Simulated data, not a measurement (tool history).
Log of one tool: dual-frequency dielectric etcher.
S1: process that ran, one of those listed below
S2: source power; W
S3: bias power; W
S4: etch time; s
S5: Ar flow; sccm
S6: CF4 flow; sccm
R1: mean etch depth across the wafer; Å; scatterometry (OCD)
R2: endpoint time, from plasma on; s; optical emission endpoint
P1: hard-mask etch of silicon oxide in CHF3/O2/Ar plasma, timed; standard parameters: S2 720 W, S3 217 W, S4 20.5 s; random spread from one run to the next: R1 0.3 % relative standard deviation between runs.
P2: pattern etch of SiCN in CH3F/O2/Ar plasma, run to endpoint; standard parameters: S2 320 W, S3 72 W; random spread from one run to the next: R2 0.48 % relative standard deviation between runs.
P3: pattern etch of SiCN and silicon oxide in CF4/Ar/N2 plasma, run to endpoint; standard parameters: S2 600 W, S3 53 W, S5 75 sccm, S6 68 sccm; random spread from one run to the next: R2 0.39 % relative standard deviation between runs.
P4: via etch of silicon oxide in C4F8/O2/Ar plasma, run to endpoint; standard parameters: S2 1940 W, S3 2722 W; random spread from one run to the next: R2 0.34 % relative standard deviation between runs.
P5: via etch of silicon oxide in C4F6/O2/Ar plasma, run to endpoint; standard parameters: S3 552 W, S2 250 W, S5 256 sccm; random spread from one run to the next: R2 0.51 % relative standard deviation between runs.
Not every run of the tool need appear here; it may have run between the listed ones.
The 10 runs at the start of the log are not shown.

run 11 hour=125.4 | S1=P5 S2=250 S3=363 S5=256 | R2=39.525
run 12 hour=138.4 | S1=P3 S2=600 S3=53 S5=104 S6=68 | R2=17.044
run 13 hour=149.1 | S1=P2 S2=320 S3=43 | R2=23.963
run 14 hour=159.6 | S1=P3 S2=600 S3=53 S5=75 S6=40 | R2=17.745
run 15 hour=166.6 | S1=P4 S2=1940 S3=1924 | R2=150.970
run 16 hour=174.8 | S1=P3 S2=600 S3=53 S5=75 S6=68 | R2=16.064
run 17 hour=185.6 | S1=P2 S2=320 S3=72 | R2=20.241
run 18 hour=200.5 | S1=P5 S2=250 S3=552 S5=256 | R2=33.432
run 19 hour=209.3 | S1=P1 S2=720 S3=217 S4=20.5 | R1=468.85
run 20 hour=225.2 | S1=P1 S2=720 S3=260 S4=20.5 | R1=501.87

Forecast run 21:
run 21 hour=234.9 | S1=P2 S2=410 S3=72 | R2=?

R2: 18.470 s
